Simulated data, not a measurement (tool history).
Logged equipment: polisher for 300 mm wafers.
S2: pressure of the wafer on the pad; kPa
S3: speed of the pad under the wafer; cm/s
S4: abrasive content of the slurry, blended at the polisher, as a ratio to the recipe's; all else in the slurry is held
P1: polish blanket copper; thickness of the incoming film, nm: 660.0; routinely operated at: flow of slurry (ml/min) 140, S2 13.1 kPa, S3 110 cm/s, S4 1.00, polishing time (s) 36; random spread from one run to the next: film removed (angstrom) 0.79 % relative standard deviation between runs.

run 1 hour=4.0 | flow_of_slurry_(ml/min)=140 S2=13.1 S3=110 S4=1.00 polishing_time_(s)=36 | film_removed_(angstrom)=710.50
run 2 hour=12.9 | flow_of_slurry_(ml/min)=215 S2=9.7 S3=110 S4=1.00 polishing_time_(s)=36 | film_removed_(angstrom)=561.77
-- hour=16.2 worn pad replaced by a new one
run 3 hour=20.9 | flow_of_slurry_(ml/min)=140 S2=13.1 S3=110 S4=1.00 polishing_time_(s)=36 | film_removed_(angstrom)=709.77
run 4 hour=29.7 | flow_of_slurry_(ml/min)=140 S2=13.1 S3=166 S4=0.65 polishing_time_(s)=36 | film_removed_(angstrom)=978.96
run 5 hour=38.7 | flow_of_slurry_(ml/min)=140 S2=13.1 S3=110 S4=1.00 polishing_time_(s)=36 | film_removed_(angstrom)=710.65
run 6 hour=45.0 | flow_of_slurry_(ml/min)=140 S2=13.1 S3=140 S4=1.00 polishing_time_(s)=36 | film_removed_(angstrom)=899.42
run 7 hour=53.0 | flow_of_slurry_(ml/min)=140 S2=13.1 S3=110 S4=1.00 polishing_time_(s)=36 | film_removed_(angstrom)=720.83
run 8 hour=60.6 | flow_of_slurry_(ml/min)=140 S2=13.1 S3=110 S4=1.00 polishing_time_(s)=16 | film_removed_(angstrom)=319.98
run 9 hour=68.5 | flow_of_slurry_(ml/min)=140 S2=13.1 S3=58 S4=1.00 polishing_time_(s)=36 | film_removed_(angstrom)=378.57
run 10 hour=74.1 | flow_of_slurry_(ml/min)=140 S2=9.0 S3=110 S4=1.00 polishing_time_(s)=36 | film_removed_(angstrom)=496.35
run 11 hour=79.7 | flow_of_slurry_(ml/min)=140 S2=13.1 S3=110 S4=1.45 polishing_time_(s)=36 | film_removed_(angstrom)=768.53
-- hour=85.4 head pressure recalibrated
run 12 hour=86.5 | flow_of_slurry_(ml/min)=85 S2=13.1 S3=110 S4=1.00 polishing_time_(s)=36 | film_removed_(angstrom)=639.50
run 13 hour=95.0 | flow_of_slurry_(ml/min)=195 S2=13.1 S3=110 S4=1.00 polishing_time_(s)=36 | film_removed_(angstrom)=750.39
run 14 hour=100.8 | flow_of_slurry_(ml/min)=140 S2=13.1 S3=158 S4=1.20 polishing_time_(s)=36 | film_removed_(angstrom)=1064.40
run 15 hour=107.1 | flow_of_slurry_(ml/min)=140 S2=13.1 S3=110 S4=0.60 polishing_time_(s)=36 | film_removed_(angstrom)=640.45
run 16 hour=111.3 | flow_of_slurry_(ml/min)=140 S2=13.1 S3=110 S4=1.00 polishing_time_(s)=36 | film_removed_(angstrom)=715.77

Estimate the outcome of run 17 from the log above:
run 17 hour=118.4 | flow_of_slurry_(ml/min)=140 S2=16.5 S3=110 S4=1.00 polishing_time_(s)=36 | film_removed_(angstrom)=?

Run 17 came out at film removed (angstrom) 905.99.
